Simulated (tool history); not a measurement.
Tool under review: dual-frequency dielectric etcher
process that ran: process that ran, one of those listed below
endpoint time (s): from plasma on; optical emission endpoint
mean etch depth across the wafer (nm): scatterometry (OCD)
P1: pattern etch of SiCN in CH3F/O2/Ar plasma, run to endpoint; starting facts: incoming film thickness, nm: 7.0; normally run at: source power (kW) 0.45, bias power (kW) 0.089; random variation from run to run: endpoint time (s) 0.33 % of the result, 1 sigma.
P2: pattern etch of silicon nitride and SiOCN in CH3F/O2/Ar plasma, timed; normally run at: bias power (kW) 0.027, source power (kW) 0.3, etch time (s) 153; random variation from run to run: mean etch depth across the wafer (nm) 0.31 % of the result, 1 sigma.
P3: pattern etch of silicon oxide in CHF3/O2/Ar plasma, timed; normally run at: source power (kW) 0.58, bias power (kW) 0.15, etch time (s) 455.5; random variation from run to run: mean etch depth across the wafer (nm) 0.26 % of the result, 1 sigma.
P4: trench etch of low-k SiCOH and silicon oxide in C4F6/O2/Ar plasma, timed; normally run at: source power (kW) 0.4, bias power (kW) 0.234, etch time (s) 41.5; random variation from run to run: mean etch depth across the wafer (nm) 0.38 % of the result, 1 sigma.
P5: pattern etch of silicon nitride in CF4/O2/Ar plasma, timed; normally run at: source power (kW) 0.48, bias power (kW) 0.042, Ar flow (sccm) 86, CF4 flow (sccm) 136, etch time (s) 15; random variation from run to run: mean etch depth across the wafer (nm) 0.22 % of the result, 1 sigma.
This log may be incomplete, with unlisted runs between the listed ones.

run	day	process that ran	source power (kW)	bias power (kW)	etch time (s)	Ar flow (sccm)	CF4 flow (sccm)	hours since the last wet clean	hours since the last source power generator calibration	hours since the last bias power generator calibration	endpoint time (s)	mean etch depth across the wafer (nm)
1	0.629	P1	0.45	0.089				352.4	1152.1	1177.9	16.416	
2	1.058	P2	0.43	0.027	153			362.7	1162.4	1188.2		22.935
3	1.408	P1	0.45	0.072				371.1	1170.8	1196.6	17.663	
4	2.092	P5	0.63	0.042	15	86	136	387.5	1187.2	1213		34.27
5	2.754	P1	0.59	0.115				403.4	1203.1	1228.9	13.498	
6	3.329	P4	0.4	0.234	25.5			417.2	1216.9	1242.7		89.168
7	3.988	P4	0.4	0.285	41.5			433	1232.7	1258.5		154.05
8	4.617	P3	0.58	0.15	455.5			448.1	1247.8	1273.6		844.67
9	5.338	P3	0.58	0.15	455.5			465.4	1265.1	1290.9		841.7
10	6.017	P3	0.78	0.15	455.5			481.7	1281.4	1307.2		945.07
11	6.533	P5	0.48	0.042	11	86	136	494.1	1293.8	1319.6		19.784
12	6.958	P4	0.4	0.234	41.5			504.3	1304	1329.8		144.33
13	7.488	P1	0.45	0.089				517	1316.7	1342.5	16.432	
14	8.204	P2	0.3	0.027	153			534.2	1333.9	1359.7		20.28
15	8.8	P4	0.4	0.234	41.5			548.5	1348.2	1374		143.34
16	9.192	P1	0.57	0.089				557.9	1357.6	1383.4	14.923	
17	9.804	P1	0.57	0.105				572.6	1372.3	1398.1	14.091	
18	10.138	P3	0.58	0.117	455.5			580.6	1380.3	1406.1		777.02
19	10.592	P1	0.45	0.089				591.5	1391.2	1417	16.461	
20	10.938	P1	0.45	0.089				599.8	1399.5	1425.3	16.303	
# day 11.05: wet clean of the chamber
21	11.546	P1	0.61	0.063				12	1414.1	1439.9	16.535	
22	12.075	P2	0.3	0.027	219			24.7	1426.8	1452.6		29.076
23	12.462	P2	0.3	0.027	153			34	1436.1	1461.9		20.458
24	13.067	P1	0.45	0.115				48.5	1450.6	1476.4	14.928	
25	13.7	P1	0.45	0.089				63.7	1465.8	1491.6	16.425	
26	14.05	P5	0.48	0.042	15	86	136	72.1	1474.2	1500		27.053
27	14.546	P4	0.57	0.234	41.5			84	1486.1	1511.9		165.7
28	15.012	P3	0.58	0.15	684			95.2	1497.3	1523.1		1261
29	15.446	P5	0.48	0.042	15	119	136	105.6	1507.7	1533.5		25.96
30	16.058	P5	0.48	0.05	15	86	136	120.3	1522.4	1548.2		28.746
31	16.775	P5	0.48	0.042	15	86	105	137.5	1539.6	1565.4		26.176
32	17.4	P1	0.3	0.089				152.5	1554.6	1580.4	18.941	
33	17.75	P1	0.45	0.089				160.9	1563	1588.8	16.424	
34	18.162	P2	0.3	0.034	153			170.8	1572.9	1598.7		22.717
35	18.625	P1	0.45	0.089				181.9	1584	1609.8	16.315	
36	19.346	P1	0.45	0.089				199.2	1601.3	1627.1	16.545	
37	19.779	P1	0.45	0.089				209.6	1611.7	1637.5	16.562	
38	20.3	P1	0.45	0.089				222.1	1624.2	1650	16.55	
39	20.812	P1	0.45	0.089				234.4	1636.5	1662.3	16.537	
# day 20.821: wet clean of the chamber
40	21.183	P1	0.45	0.089				8.8	1645.4	1671.2	16.61	
41	21.792	P1	0.45	0.089				23.4	1660	1685.8	16.663	
42	22.292	P1	0.45	0.089				35.4	1672	1697.8	16.688	
43	22.7	P1	0.45	0.089				45.2	1681.8	1707.6	16.606	
44	23.196	P1	0.45	0.089				57.1	1693.7	1719.5	16.752	

P1 no longer gives what it gave before; its output has crept away from where it was. The following 2 causes, each at its listed size, fit the log equally well:
A: bias power that arrives under what is set, % = 4.49
B: source power that arrives under what is set, % = 4.4
The onset of the drift is placed at about day 18.625.
Ruled out, with reasons:
chamber walls in a state that lowers the etch rate, %: serviced at day 20.821, after the change had begun; the process did not return to its earlier output

Listed below are the offered check runs, one wafer per run, with question marks in place of results. For which of them would the causes give clearly different outcomes?
check 1	23.692	P3	0.72	0.15	616							?
check 2	23.692	P5	0.48	0.05	12.5	86	136					?
check 3	23.692	P2	0.38	0.027	217.5							?
check 4	23.692	P4	0.54	0.234	28							?

What every check run would give for each of its results, assuming each possible cause in turn:
check	result	if A	if B
check 1	mean etch depth across the wafer (nm)	1218.7	1215.2
check 2	mean etch depth across the wafer (nm)	23.523	22.984
check 3	mean etch depth across the wafer (nm)	30.708	30.889
check 4	mean etch depth across the wafer (nm)	107.71	107.45
Separation of the two closest causes in each check, using whichever result separates them best: check 1 0.29 %; check 2 2.32 %; check 3 0.59 %; check 4 0.24 %
Of the check runs offered, only check 2 discriminates between the causes; the rest would read about the same regardless of which cause applies.

Then check 2 was run and gave: mean etch depth across the wafer (nm) 23.047. Which cause is it?

It is B: source power that arrives under what is set, %.

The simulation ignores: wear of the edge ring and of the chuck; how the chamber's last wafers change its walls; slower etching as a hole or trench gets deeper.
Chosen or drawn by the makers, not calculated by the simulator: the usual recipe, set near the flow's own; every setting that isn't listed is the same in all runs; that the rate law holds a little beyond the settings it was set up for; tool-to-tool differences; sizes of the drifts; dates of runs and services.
